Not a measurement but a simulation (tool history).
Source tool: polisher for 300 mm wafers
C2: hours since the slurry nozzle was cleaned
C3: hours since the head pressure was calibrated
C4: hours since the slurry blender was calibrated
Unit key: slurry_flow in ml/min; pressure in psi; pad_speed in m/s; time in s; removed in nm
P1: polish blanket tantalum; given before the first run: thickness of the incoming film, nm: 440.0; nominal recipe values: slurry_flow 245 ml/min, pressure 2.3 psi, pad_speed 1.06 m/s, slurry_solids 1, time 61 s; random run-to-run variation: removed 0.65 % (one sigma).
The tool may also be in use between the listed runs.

Run 1, day 0.271: slurry_flow 245 ml/min, pressure 2.3 psi, pad_speed 1.06 m/s, slurry_solids 1, time 61 s; wafers polished on this pad 134; C2 153.9; C3 166.5; C4 69.4. Result: removed 134.73 nm.
Run 2, day 0.521: slurry_flow 145 ml/min, pressure 2.3 psi, pad_speed 1.06 m/s, slurry_solids 1, time 61 s; wafers polished on this pad 209; C2 159.9; C3 172.5; C4 75.4. Result: removed 126.09 nm.
Run 3, day 0.746: slurry_flow 245 ml/min, pressure 2.3 psi, pad_speed 1.06 m/s, slurry_solids 0.5, time 61 s; wafers polished on this pad 276; C2 165.3; C3 177.9; C4 80.8. Result: removed 103.92 nm.
Run 4, day 1.096: slurry_flow 355 ml/min, pressure 3.5 psi, pad_speed 1.06 m/s, slurry_solids 1, time 61 s; wafers polished on this pad 381; C2 173.7; C3 186.3; C4 89.2. Result: removed 211 nm.
Run 5, day 1.454: slurry_flow 315 ml/min, pressure 2.3 psi, pad_speed 1.06 m/s, slurry_solids 1, time 61 s; wafers polished on this pad 488; C2 182.3; C3 194.9; C4 97.8. Result: removed 138.76 nm.
At day 1.504: head pressure recalibrated.
Run 6, day 1.771: slurry_flow 245 ml/min, pressure 2.3 psi, pad_speed 1.06 m/s, slurry_solids 1, time 61 s; wafers polished on this pad 583; C2 189.9; C3 6.5; C4 105.4. Result: removed 134.54 nm.
Run 7, day 1.971: slurry_flow 245 ml/min, pressure 1.3 psi, pad_speed 1.06 m/s, slurry_solids 1, time 61 s; wafers polished on this pad 643; C2 194.7; C3 11.3; C4 110.2. Result: removed 77.08 nm.
Run 8, day 2.183: slurry_flow 245 ml/min, pressure 2.3 psi, pad_speed 1.06 m/s, slurry_solids 1, time 36 s; wafers polished on this pad 706; C2 199.8; C3 16.4; C4 115.3. Result: removed 78.667 nm.
Run 9, day 2.458: slurry_flow 245 ml/min, pressure 3.4 psi, pad_speed 1.06 m/s, slurry_solids 1, time 61 s; wafers polished on this pad 788; C2 206.4; C3 23; C4 121.9. Result: removed 200.52 nm.
Run 10, day 2.688: slurry_flow 245 ml/min, pressure 2.3 psi, pad_speed 1.06 m/s, slurry_solids 1, time 61 s; wafers polished on this pad 857; C2 211.9; C3 28.5; C4 127.4. Result: removed 134.61 nm.
Run 11, day 2.971: slurry_flow 245 ml/min, pressure 2.3 psi, pad_speed 1.06 m/s, slurry_solids 1, time 61 s; wafers polished on this pad 942; C2 218.7; C3 35.3; C4 134.2. Result: removed 135.6 nm.
Run 12, day 3.179: slurry_flow 245 ml/min, pressure 2.3 psi, pad_speed 1.66 m/s, slurry_solids 1, time 61 s; wafers polished on this pad 1004; C2 223.7; C3 40.3; C4 139.2. Result: removed 213.27 nm.
Run 13, day 3.454: slurry_flow 245 ml/min, pressure 2.3 psi, pad_speed 1.06 m/s, slurry_solids 1, time 90 s; wafers polished on this pad 1086; C2 230.3; C3 46.9; C4 145.8. Result: removed 197.17 nm.
Run 14, day 3.775: slurry_flow 245 ml/min, pressure 2.3 psi, pad_speed 1.06 m/s, slurry_solids 1, time 61 s; wafers polished on this pad 1182; C2 238; C3 54.6; C4 153.5. Result: removed 134.38 nm.
Run 15, day 4.092: slurry_flow 245 ml/min, pressure 2.3 psi, pad_speed 1.06 m/s, slurry_solids 1.4, time 61 s; wafers polished on this pad 1277; C2 245.6; C3 62.2; C4 161.1. Result: removed 148.63 nm.
Run 16, day 4.329: slurry_flow 245 ml/min, pressure 2.3 psi, pad_speed 1.06 m/s, slurry_solids 1, time 61 s; wafers polished on this pad 1348; C2 251.3; C3 67.9; C4 166.8. Result: removed 134.21 nm.
Run 17, day 4.588: slurry_flow 245 ml/min, pressure 2.3 psi, pad_speed 0.78 m/s, slurry_solids 1, time 61 s; wafers polished on this pad 1426; C2 257.5; C3 74.1; C4 173. Result: removed 100.01 nm.
Run 18, day 4.838: slurry_flow 245 ml/min, pressure 2.3 psi, pad_speed 1.06 m/s, slurry_solids 1, time 61 s; wafers polished on this pad 1500; C2 263.5; C3 80.1; C4 179. Result: removed 134.51 nm.
Run 19, day 5.1: slurry_flow 245 ml/min, pressure 2.3 psi, pad_speed 1.06 m/s, slurry_solids 1, time 61 s; wafers polished on this pad 1579; C2 269.8; C3 86.4; C4 185.3. Result: removed 130.44 nm.
Run 20, day 5.425: slurry_flow 245 ml/min, pressure 2.3 psi, pad_speed 1.06 m/s, slurry_solids 1, time 61 s; wafers polished on this pad 1676; C2 277.6; C3 94.2; C4 193.1. Result: removed 127.59 nm.
At day 5.671: head pressure recalibrated.
Run 21, day 5.762: slurry_flow 245 ml/min, pressure 2.3 psi, pad_speed 1.06 m/s, slurry_solids 1, time 61 s; wafers polished on this pad 1777; C2 285.7; C3 2.3; C4 201.2. Result: removed 126.98 nm.
At day 5.875: slurry nozzle cleaned.
Run 22, day 6.038: slurry_flow 245 ml/min, pressure 2.3 psi, pad_speed 1.06 m/s, slurry_solids 1, time 61 s; wafers polished on this pad 1859; C2 3.9; C3 8.9; C4 207.8. Result: removed 125.09 nm.
Run 23, day 6.396: slurry_flow 245 ml/min, pressure 2.3 psi, pad_speed 1.06 m/s, slurry_solids 1, time 61 s; wafers polished on this pad 1967; C2 12.5; C3 17.5; C4 216.4. Result: removed 124.64 nm.
Run 24, day 6.604: slurry_flow 245 ml/min, pressure 2.3 psi, pad_speed 1.06 m/s, slurry_solids 1, time 61 s; wafers polished on this pad 2029; C2 17.5; C3 22.5; C4 221.4. Result: removed 123.78 nm.

P1 has crept away from where it was. The log is fitted equally well by each of these 2 causes, at the sizes shown:
A: abrasive missing from the slurry, % = 22.5
B: removal rate lost through wear of the pad, % = 7.67
The gradual shift began around day 4.838.
What rules out each remaining cause:
slurry flow missing at the pad, %: maintenance at day 5.875, after the shift began, did not return the process to its former output
head's pressure below its setpoint, %: maintenance at day 5.671, after the shift began, did not return the process to its former output

Consider the 4 check runs below, whose results appear as question marks and each of which averages 5 wafers. Which one distinguishes the causes, in that each cause would give it a clearly different result?
Run check 1, day 6.812: slurry_flow 150 ml/min, pressure 2.3 psi, pad_speed 1.06 m/s, slurry_solids 1, time 61 s. Result: removed ?.
Run check 2, day 6.812: slurry_flow 145 ml/min, pressure 2.3 psi, pad_speed 0.82 m/s, slurry_solids 1, time 61 s. Result: removed ?.
Run check 3, day 6.812: slurry_flow 245 ml/min, pressure 3.2 psi, pad_speed 1.06 m/s, slurry_solids 1, time 61 s. Result: removed ?.
Run check 4, day 6.812: slurry_flow 245 ml/min, pressure 3 psi, pad_speed 1.06 m/s, slurry_solids 0.65, time 61 s. Result: removed ?.

Predicted outcomes, by check and by cause:
  check   result    if A    if B
check 1  removed  116.54  116.53
check 2  removed  89.622  89.611
check 3  removed  173.54  173.52
check 4  removed  137.49  140.99
Gap, in per cent, between the two causes that each check separates least, read from the result that separates them most: check 1 0.01 %; check 2 0.01 %; check 3 0.01 %; check 4 2.51 %
The causes can be told apart only by check 4. The other checks would give nearly the same results under each of them.

Running check 4 produced the following: removed 141.34 nm. Which one of the listed causes fits?

Of the candidate causes, it is B: removal rate lost through wear of the pad, %.
